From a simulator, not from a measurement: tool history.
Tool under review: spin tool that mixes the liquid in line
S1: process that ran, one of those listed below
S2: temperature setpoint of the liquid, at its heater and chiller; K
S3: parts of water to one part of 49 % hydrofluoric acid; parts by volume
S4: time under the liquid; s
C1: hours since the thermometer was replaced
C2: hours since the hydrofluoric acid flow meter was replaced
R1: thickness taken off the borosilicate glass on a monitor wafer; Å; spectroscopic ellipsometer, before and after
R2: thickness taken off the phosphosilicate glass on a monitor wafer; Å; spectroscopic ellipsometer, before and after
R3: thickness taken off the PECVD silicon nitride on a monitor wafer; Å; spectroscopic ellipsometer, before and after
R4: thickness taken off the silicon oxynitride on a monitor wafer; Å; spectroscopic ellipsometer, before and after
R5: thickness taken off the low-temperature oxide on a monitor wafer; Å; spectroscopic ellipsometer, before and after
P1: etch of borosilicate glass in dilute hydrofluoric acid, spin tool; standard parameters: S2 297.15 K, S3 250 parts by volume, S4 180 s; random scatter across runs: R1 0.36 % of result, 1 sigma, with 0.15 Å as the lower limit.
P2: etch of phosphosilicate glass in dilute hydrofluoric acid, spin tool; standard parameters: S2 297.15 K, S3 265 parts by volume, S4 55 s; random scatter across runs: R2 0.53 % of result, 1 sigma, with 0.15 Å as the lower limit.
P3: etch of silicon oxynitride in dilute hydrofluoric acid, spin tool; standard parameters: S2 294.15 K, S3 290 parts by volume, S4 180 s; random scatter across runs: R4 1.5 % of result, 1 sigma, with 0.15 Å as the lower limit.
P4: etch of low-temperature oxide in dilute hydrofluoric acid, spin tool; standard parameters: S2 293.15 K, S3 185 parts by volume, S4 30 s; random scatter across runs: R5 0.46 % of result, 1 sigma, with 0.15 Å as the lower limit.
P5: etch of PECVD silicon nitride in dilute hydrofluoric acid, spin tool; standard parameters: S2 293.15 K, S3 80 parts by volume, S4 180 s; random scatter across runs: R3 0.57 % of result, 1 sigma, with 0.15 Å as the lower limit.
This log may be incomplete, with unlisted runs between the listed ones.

run	hour	S1	S2	S3	S4	C1	C2	R1	R2	R3	R4	R5
1	15.6	P1	297.15	250	180	743.3	105.7	190.07				
2	24.4	P2	292.65	265	55	752.1	114.5		138.08			
3	39.5	P1	304.15	250	180	767.2	129.6	241.17				
4	56.5	P1	297.15	125	180	784.2	146.6	434.34				
5	69.2	P1	297.15	250	180	796.9	159.3	189.53				
6	78	P5	293.15	80	180	805.7	168.1			68.874		
7	92	P5	293.15	35	180	819.7	182.1			154.41		
8	108.4	P3	290.15	290	180	836.1	198.5				14.425	
9	125.3	P2	297.15	90	55	853	215.4		576.9			
10	141.3	P5	293.15	80	95	869	231.4			36.219		
11	152.4	P1	297.15	415	180	880.1	242.5	97.972				
12	161.6	P3	294.15	290	180	889.3	251.7				17.434	
13	169.4	P4	293.15	185	30	897.1	259.5					44.232
14	178.4	P4	293.15	185	55	906.1	268.5					81.236
# hour 179.9: hydrofluoric acid flow meter replaced
15	194.2	P1	297.15	250	315	921.9	14.3	334.53				
16	205.1	P1	297.15	250	25	932.8	25.2	26.328				
17	218.7	P2	297.15	265	55	946.4	38.8		161.23			
18	232.5	P1	297.15	250	180	960.2	52.6	189.86				
19	241.1	P3	294.15	290	265	968.8	61.2				25.449	
20	258.6	P1	297.15	445	25	986.3	78.7	12.334				
21	268.2	P1	290.15	250	180	995.9	88.3	146.09				
22	280.6	P1	297.15	250	180	1008.3	100.7	189.96				
23	295.5	P2	297.15	265	55	1023.2	115.6		164.57			
24	305.9	P3	294.15	290	180	1033.6	126				17.46	
25	319.9	P5	298.65	80	180	1047.6	140			99.712		
26	333.2	P2	297.15	265	85	1060.9	153.3		250.15			
27	350.8	P5	293.15	80	180	1078.5	170.9			69.578		
28	358.8	P1	297.15	250	180	1086.5	178.9	189.51				
29	368.1	P4	293.15	255	30	1095.8	188.2					29.92
30	380.5	P3	294.15	75	180	1108.2	200.6				76.458	
31	389.8	P4	299.65	185	30	1117.5	209.9					56.412

Run 32 is up next; what results do you expect?
32	406.1	P1	297.15	250	180	1133.8	226.2	?				

{"run 32": {"R1": 188.57}}
